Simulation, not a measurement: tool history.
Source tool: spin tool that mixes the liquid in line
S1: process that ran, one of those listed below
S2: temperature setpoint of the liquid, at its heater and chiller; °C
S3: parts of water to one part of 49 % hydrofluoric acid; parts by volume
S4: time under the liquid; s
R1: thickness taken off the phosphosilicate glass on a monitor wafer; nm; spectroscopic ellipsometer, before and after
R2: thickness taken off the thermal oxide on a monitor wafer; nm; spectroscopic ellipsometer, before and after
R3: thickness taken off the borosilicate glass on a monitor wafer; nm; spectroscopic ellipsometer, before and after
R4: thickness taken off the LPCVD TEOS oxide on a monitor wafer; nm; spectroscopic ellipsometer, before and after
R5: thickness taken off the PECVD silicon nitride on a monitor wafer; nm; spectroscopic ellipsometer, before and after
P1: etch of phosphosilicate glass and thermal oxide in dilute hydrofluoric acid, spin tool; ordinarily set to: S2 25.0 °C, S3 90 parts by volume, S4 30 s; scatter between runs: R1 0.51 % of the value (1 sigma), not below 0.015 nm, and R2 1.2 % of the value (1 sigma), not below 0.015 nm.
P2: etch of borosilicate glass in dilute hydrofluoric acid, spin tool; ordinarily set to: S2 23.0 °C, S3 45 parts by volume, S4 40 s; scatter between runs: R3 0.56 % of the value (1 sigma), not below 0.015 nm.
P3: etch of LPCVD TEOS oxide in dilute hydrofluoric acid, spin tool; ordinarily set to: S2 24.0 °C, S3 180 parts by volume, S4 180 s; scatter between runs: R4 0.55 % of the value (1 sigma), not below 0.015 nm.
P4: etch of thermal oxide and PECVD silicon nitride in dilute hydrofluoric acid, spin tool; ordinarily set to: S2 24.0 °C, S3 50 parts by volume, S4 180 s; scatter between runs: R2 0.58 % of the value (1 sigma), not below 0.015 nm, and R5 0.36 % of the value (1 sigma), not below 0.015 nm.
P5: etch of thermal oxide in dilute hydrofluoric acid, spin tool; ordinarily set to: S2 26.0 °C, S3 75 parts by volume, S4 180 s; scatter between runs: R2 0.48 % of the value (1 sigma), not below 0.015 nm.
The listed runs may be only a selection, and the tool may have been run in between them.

run   hour  S1    S2   S3   S4       R1        R2       R3       R4      R5
  1   10.0  P1  25.0   90   30   48.879   1.72590
  2   19.2  P1  25.0  140   30   29.116   1.05720
  3   28.1  P1  25.0   90   15   24.444   0.84046
  4   37.9  P2  23.0   45   15                      5.5952
  5   47.2  P1  25.0   90   30   48.332   1.68350
  6   56.7  P3  24.0  180   70                               8.4134
  7   63.5  P1  25.0   40   15   57.943   2.06420
  8   73.1  P1  25.0   90   30   48.246   1.69750
  9   82.5  P5  26.0  120  180            7.55600
 10   89.9  P1  25.0   90   55   89.058   3.05900
 11   99.2  P4  24.0   50  270           26.34700                    30.011
 12  104.2  P3  24.0  180  180                              21.6750
 13  113.5  P4  24.0   85  180            9.93370                    11.932
     116.8  -- hydrofluoric acid flow meter replaced
 14  120.2  P1  25.0   35   30  133.090   4.66620
 15  125.4  P5  26.0   75  180           12.84400
 16  134.1  P1  25.0   25   15   95.288   3.31620
 17  142.0  P4  30.0   50  180           22.57400                    29.962
 18  148.5  P3  29.5  180  180                              26.2770
 19  155.6  P2  18.0   45   40                     12.0610
 20  164.8  P5  32.5   75  180           16.37900
 21  174.4  P2  23.0   45   40                     14.7570
 22  182.9  P4  24.0   50  180           17.77900                    20.011
 23  192.0  P1  25.0   90   30   48.383   1.67410
 24  198.0  P1  30.0   90   30   58.469   2.03640
 25  205.1  P3  24.0   70  180                              63.6150
 26  214.2  P1  19.5   90   30   38.387   1.36930
 27  220.1  P1  25.0   90   30   48.102   1.71100
 28  230.0  P2  23.0   45   40                     14.8630
 29  237.4  P2  23.0   25   40                     27.3940
 30  245.8  P5  26.0   75  290           20.69700
 31  252.9  P1  25.0   90   30   48.750   1.69460
 32  260.6  P1  25.0   90   30   49.783   1.74130
 33  265.7  P1  25.0   90   30   50.760   1.77620
 34  270.0  P1  25.0   90   30   50.746   1.81530
 35  278.8  P1  25.0   90   30   51.801   1.77330
 36  287.0  P1  25.0   90   30   52.613   1.85620
 37  295.4  P1  25.0   90   30   52.764   1.85740
 38  300.5  P1  25.0   90   30   52.545   1.84430
 39  308.4  P1  25.0   90   30   52.890   1.85560
 40  317.9  P1  25.0   90   30   52.653   1.89330

The output of P1 has drifted from where it used to be. Each of the 2 causes below, taken at the size shown beside it, accounts for the log equally well:
A: liquid hotter than its thermometer reads (K) = 2.28
B: hydrofluoric acid flow above the setpoint (%) = 8.36
Onset of the creep was near hour 252.9.

Each of the 4 check runs below uses one wafer; its results are left as question marks. Which run tells the causes apart?
check 1  327.4  P4  24.0   50  180       ?           ?
check 2  327.4  P5  26.0   75  180       ?
check 3  327.4  P3  24.0  180  180               ?
check 4  327.4  P2  23.0   45   40           ?

Outcome of each check run for each possible cause:
  check  result      if A      if B
check 1      R2  19.34600  19.20100
check 1      R5    23.361    21.697
check 2      R2  13.97700  13.95700
check 3      R4   23.5050   23.7740
check 4      R3   16.3150   16.1630
Gap, in per cent, between the two causes that each check separates least, read from the result that separates them most: check 1 7.39 %; check 2 0.14 %; check 3 1.14 %; check 4 0.93 %
Check 1 distinguishes between the causes, while the remaining checks would return nearly the same result for all of them.

Here is what check 1 returned: R2 19.26200 nm; R5 21.717 nm. Which cause is it?

It is B: hydrofluoric acid flow above the setpoint (%).
